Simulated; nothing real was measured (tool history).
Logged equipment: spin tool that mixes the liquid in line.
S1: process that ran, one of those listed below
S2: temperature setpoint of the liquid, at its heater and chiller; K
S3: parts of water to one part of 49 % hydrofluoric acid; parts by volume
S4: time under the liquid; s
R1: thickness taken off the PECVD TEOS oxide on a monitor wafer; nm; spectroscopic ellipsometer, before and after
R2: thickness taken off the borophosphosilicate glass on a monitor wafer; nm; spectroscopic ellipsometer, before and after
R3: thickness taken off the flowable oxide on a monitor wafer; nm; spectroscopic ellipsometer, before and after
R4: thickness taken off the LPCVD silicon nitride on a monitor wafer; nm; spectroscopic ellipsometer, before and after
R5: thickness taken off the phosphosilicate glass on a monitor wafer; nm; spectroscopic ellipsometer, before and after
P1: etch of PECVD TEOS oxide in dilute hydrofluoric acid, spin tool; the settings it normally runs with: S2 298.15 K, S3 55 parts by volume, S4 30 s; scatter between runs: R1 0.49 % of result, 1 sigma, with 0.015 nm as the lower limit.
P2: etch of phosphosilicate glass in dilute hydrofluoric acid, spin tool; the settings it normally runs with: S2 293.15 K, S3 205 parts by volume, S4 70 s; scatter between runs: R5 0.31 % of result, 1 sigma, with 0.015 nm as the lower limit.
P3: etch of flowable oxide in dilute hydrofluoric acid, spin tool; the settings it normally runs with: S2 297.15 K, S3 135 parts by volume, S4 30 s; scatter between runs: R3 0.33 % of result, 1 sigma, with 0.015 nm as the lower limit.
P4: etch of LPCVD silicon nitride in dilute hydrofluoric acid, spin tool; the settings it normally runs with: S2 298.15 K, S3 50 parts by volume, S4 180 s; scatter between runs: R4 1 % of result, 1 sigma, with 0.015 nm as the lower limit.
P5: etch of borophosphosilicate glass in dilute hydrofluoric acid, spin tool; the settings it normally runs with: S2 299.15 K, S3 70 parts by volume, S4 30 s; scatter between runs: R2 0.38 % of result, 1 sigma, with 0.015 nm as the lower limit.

run,hour,S1,S2,S3,S4,R1,R2,R3,R4,R5
1,3.3,P1,298.15,55,30,10.42,,,,
2,7.1,P1,298.15,100,15,2.7403,,,,
3,9,P1,298.15,55,30,10.551,,,,
4,13.2,P5,303.15,70,30,,21.587,,,
5,16,P3,292.15,135,30,,,6.6526,,
6,18,P1,293.15,55,30,8.6035,,,,
7,21.5,P4,290.15,50,180,,,,1.1386,
8,24.1,P5,299.15,70,30,,18.558,,,
9,26,P2,293.15,95,70,,,,,126.33
10,29.7,P5,299.15,125,30,,9.6592,,,
11,32.2,P1,298.15,55,30,10.602,,,,
12,34.2,P1,298.15,55,15,5.3064,,,,
13,36.6,P5,299.15,70,30,,18.586,,,
14,39.6,P1,298.15,20,30,30.356,,,,
15,42.4,P1,298.15,55,30,10.557,,,,
16,45.8,P3,297.15,85,30,,,13.638,,
17,50,P1,298.15,55,30,10.549,,,,
18,53.1,P4,298.15,20,180,,,,4.7144,
19,56.6,P4,298.15,50,180,,,,1.9714,
20,60,P1,304.65,55,30,13.761,,,,
21,63.5,P3,297.15,135,45,,,12.013,,
22,66.2,P1,298.15,55,30,10.597,,,,
23,68.6,P1,298.15,105,30,5.2128,,,,
24,71.9,P2,293.15,205,125,,,,,93.203
25,74.3,P2,293.15,205,70,,,,,52.242
26,76.5,P2,293.15,205,70,,,,,52.251
27,78.9,P5,299.15,70,50,,30.524,,,
28,82.5,P4,298.15,50,180,,,,1.9612,
29,86.2,P2,290.15,205,70,,,,,46.408
30,90.1,P4,298.15,50,280,,,,3.1548,
31,93,P1,298.15,55,30,10.491,,,,
32,95.4,P3,297.15,135,30,,,8.0637,,
33,98.9,P1,298.15,55,55,19.353,,,,
34,102.9,P1,298.15,55,30,10.583,,,,
35,106.3,P1,298.15,55,30,10.199,,,,

Run 36, settings as shown, results not yet in. Your forecast:
36,108.8,P1,298.15,55,30,?,,,,

R1: 10.097 nm
